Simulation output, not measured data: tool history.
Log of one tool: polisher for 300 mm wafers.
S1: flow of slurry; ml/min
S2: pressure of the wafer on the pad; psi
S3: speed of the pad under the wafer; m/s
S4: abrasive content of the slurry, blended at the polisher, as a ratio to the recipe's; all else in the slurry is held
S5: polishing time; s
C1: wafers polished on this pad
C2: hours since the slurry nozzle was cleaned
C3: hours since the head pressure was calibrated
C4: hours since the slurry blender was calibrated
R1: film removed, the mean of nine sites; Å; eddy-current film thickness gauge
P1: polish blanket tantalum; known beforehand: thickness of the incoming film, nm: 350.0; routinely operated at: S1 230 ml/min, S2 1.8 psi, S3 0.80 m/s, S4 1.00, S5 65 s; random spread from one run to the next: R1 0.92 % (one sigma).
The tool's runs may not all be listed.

Run 1, hour 6.4: S1 230 ml/min, S2 1.8 psi, S3 0.80 m/s, S4 1.00, S5 65 s; C1 311; C2 192.2; C3 155.9; C4 211.3. Result: R1 830.80 Å.
Run 2, hour 12.3: S1 230 ml/min, S2 1.8 psi, S3 0.80 m/s, S4 1.00, S5 65 s; C1 363; C2 198.1; C3 161.8; C4 217.2. Result: R1 833.05 Å.
Run 3, hour 16.1: S1 230 ml/min, S2 1.8 psi, S3 0.80 m/s, S4 1.00, S5 65 s; C1 397; C2 201.9; C3 165.6; C4 221.0. Result: R1 837.12 Å.
Run 4, hour 24.0: S1 230 ml/min, S2 1.8 psi, S3 0.80 m/s, S4 1.00, S5 65 s; C1 467; C2 209.8; C3 173.5; C4 228.9. Result: R1 821.14 Å.
Run 5, hour 31.8: S1 355 ml/min, S2 1.8 psi, S3 0.80 m/s, S4 1.00, S5 65 s; C1 537; C2 217.6; C3 181.3; C4 236.7. Result: R1 857.74 Å.
Run 6, hour 38.5: S1 230 ml/min, S2 1.8 psi, S3 0.80 m/s, S4 1.35, S5 65 s; C1 596; C2 224.3; C3 188.0; C4 243.4. Result: R1 903.56 Å.
Run 7, hour 42.7: S1 230 ml/min, S2 1.8 psi, S3 0.80 m/s, S4 0.50, S5 65 s; C1 634; C2 228.5; C3 192.2; C4 247.6. Result: R1 640.41 Å.
Run 8, hour 46.9: S1 230 ml/min, S2 1.8 psi, S3 0.48 m/s, S4 1.00, S5 65 s; C1 671; C2 232.7; C3 196.4; C4 251.8. Result: R1 502.58 Å.
Run 9, hour 51.0: S1 230 ml/min, S2 1.8 psi, S3 1.12 m/s, S4 1.00, S5 65 s; C1 708; C2 236.8; C3 200.5; C4 255.9. Result: R1 1151.90 Å.
Run 10, hour 57.2: S1 230 ml/min, S2 1.8 psi, S3 0.80 m/s, S4 1.00, S5 65 s; C1 763; C2 243.0; C3 206.7; C4 262.1. Result: R1 845.61 Å.
Run 11, hour 63.3: S1 230 ml/min, S2 1.8 psi, S3 0.80 m/s, S4 1.00, S5 100 s; C1 817; C2 249.1; C3 212.8; C4 268.2. Result: R1 1269.90 Å.
Run 12, hour 67.5: S1 230 ml/min, S2 1.8 psi, S3 0.80 m/s, S4 1.00, S5 65 s; C1 854; C2 253.3; C3 217.0; C4 272.4. Result: R1 833.52 Å.
Run 13, hour 74.3: S1 230 ml/min, S2 1.8 psi, S3 0.80 m/s, S4 1.00, S5 40 s; C1 915; C2 260.1; C3 223.8; C4 279.2. Result: R1 504.15 Å.
Run 14, hour 82.2: S1 230 ml/min, S2 2.4 psi, S3 0.80 m/s, S4 1.00, S5 65 s; C1 985; C2 268.0; C3 231.7; C4 287.1. Result: R1 1098.60 Å.
Run 15, hour 89.0: S1 230 ml/min, S2 1.8 psi, S3 0.80 m/s, S4 1.00, S5 65 s; C1 1046; C2 274.8; C3 238.5; C4 293.9. Result: R1 833.37 Å.
Run 16, hour 95.7: S1 140 ml/min, S2 1.8 psi, S3 0.80 m/s, S4 1.00, S5 65 s; C1 1105; C2 281.5; C3 245.2; C4 300.6. Result: R1 771.68 Å.
Run 17, hour 101.0: S1 230 ml/min, S2 1.0 psi, S3 0.80 m/s, S4 1.00, S5 65 s; C1 1152; C2 286.8; C3 250.5; C4 305.9. Result: R1 459.88 Å.
Run 18, hour 108.3: S1 230 ml/min, S2 1.3 psi, S3 0.80 m/s, S4 1.35, S5 65 s; C1 1217; C2 294.1; C3 257.8; C4 313.2. Result: R1 653.15 Å.
Run 19, hour 115.0: S1 230 ml/min, S2 1.8 psi, S3 0.80 m/s, S4 1.00, S5 65 s; C1 1277; C2 300.8; C3 264.5; C4 319.9. Result: R1 836.53 Å.
Run 20, hour 122.7: S1 230 ml/min, S2 1.8 psi, S3 0.80 m/s, S4 1.00, S5 65 s; C1 1346; C2 308.5; C3 272.2; C4 327.6. Result: R1 819.63 Å.
Run 21, hour 128.5: S1 230 ml/min, S2 1.8 psi, S3 0.80 m/s, S4 1.00, S5 65 s; C1 1397; C2 314.3; C3 278.0; C4 333.4. Result: R1 784.88 Å.
Run 22, hour 134.1: S1 230 ml/min, S2 1.8 psi, S3 0.80 m/s, S4 1.00, S5 65 s; C1 1447; C2 319.9; C3 283.6; C4 339.0. Result: R1 769.65 Å.
Run 23, hour 139.7: S1 230 ml/min, S2 1.8 psi, S3 0.80 m/s, S4 1.00, S5 65 s; C1 1497; C2 325.5; C3 289.2; C4 344.6. Result: R1 756.86 Å.
At hour 144.6: slurry nozzle cleaned.
Run 24, hour 144.9: S1 230 ml/min, S2 1.8 psi, S3 0.80 m/s, S4 1.00, S5 65 s; C1 1543; C2 0.3; C3 294.4; C4 349.8. Result: R1 758.41 Å.
At hour 149.4: head pressure recalibrated.
Run 25, hour 150.1: S1 230 ml/min, S2 1.8 psi, S3 0.80 m/s, S4 1.00, S5 65 s; C1 1589; C2 5.5; C3 0.7; C4 355.0. Result: R1 754.33 Å.
Run 26, hour 155.7: S1 230 ml/min, S2 1.8 psi, S3 0.80 m/s, S4 1.00, S5 65 s; C1 1639; C2 11.1; C3 6.3; C4 360.6. Result: R1 754.95 Å.
Run 27, hour 160.9: S1 230 ml/min, S2 1.8 psi, S3 0.80 m/s, S4 1.00, S5 65 s; C1 1685; C2 16.3; C3 11.5; C4 365.8. Result: R1 742.73 Å.
Run 28, hour 166.4: S1 230 ml/min, S2 1.8 psi, S3 0.80 m/s, S4 1.00, S5 65 s; C1 1734; C2 21.8; C3 17.0; C4 371.3. Result: R1 748.98 Å.
Run 29, hour 173.0: S1 230 ml/min, S2 1.8 psi, S3 0.80 m/s, S4 1.00, S5 65 s; C1 1793; C2 28.4; C3 23.6; C4 377.9. Result: R1 741.17 Å.
Run 30, hour 177.4: S1 230 ml/min, S2 1.8 psi, S3 0.80 m/s, S4 1.00, S5 65 s; C1 1832; C2 32.8; C3 28.0; C4 382.3. Result: R1 743.85 Å.

P1 no longer gives what it gave before; its output has crept away from where it was. The following 2 causes, each at its listed size, fit the log equally well:
A: abrasive missing from the slurry, % = 28.7
B: removal rate lost through wear of the pad, % = 10.3
At approximately hour 115.0, the process output began to creep.
Ruled out, with reasons:
slurry flow missing at the pad, %: was serviced at hour 144.6, once the creep was under way, yet the earlier output never came back
head's pressure below its setpoint, %: was serviced at hour 149.4, once the creep was under way, yet the earlier output never came back

The list below offers 4 check runs, each averaging the results of 2 wafers, and shows each result as a question mark. For which of them would the listed causes give clearly different results?
Run check 1, hour 181.8: S1 150 ml/min, S2 1.8 psi, S3 1.06 m/s, S4 1.00, S5 65 s. Result: R1 ?.
Run check 2, hour 181.8: S1 355 ml/min, S2 1.8 psi, S3 0.80 m/s, S4 1.00, S5 65 s. Result: R1 ?.
Run check 3, hour 181.8: S1 230 ml/min, S2 1.8 psi, S3 1.10 m/s, S4 1.00, S5 65 s. Result: R1 ?.
Run check 4, hour 181.8: S1 230 ml/min, S2 1.8 psi, S3 0.80 m/s, S4 0.55, S5 96 s. Result: R1 ?.

What every check run would give for each of its results, assuming each possible cause in turn:
  check  result     if A     if B
check 1      R1   927.39   927.54
check 2      R1   775.04   775.16
check 3      R1  1022.80  1022.90
check 4      R1   848.97   890.59
Smallest distance between any two causes, each pair judged by its most separating result, in per cent: check 1 0.02 %; check 2 0.02 %; check 3 0.02 %; check 4 4.79 %
Only in check 4 would the causes give clearly different results; in the remaining checks their results would be nearly the same.

Then check 4 was run and gave: R1 843.97 Å. Which cause is it?

A is the cause: abrasive missing from the slurry, %.

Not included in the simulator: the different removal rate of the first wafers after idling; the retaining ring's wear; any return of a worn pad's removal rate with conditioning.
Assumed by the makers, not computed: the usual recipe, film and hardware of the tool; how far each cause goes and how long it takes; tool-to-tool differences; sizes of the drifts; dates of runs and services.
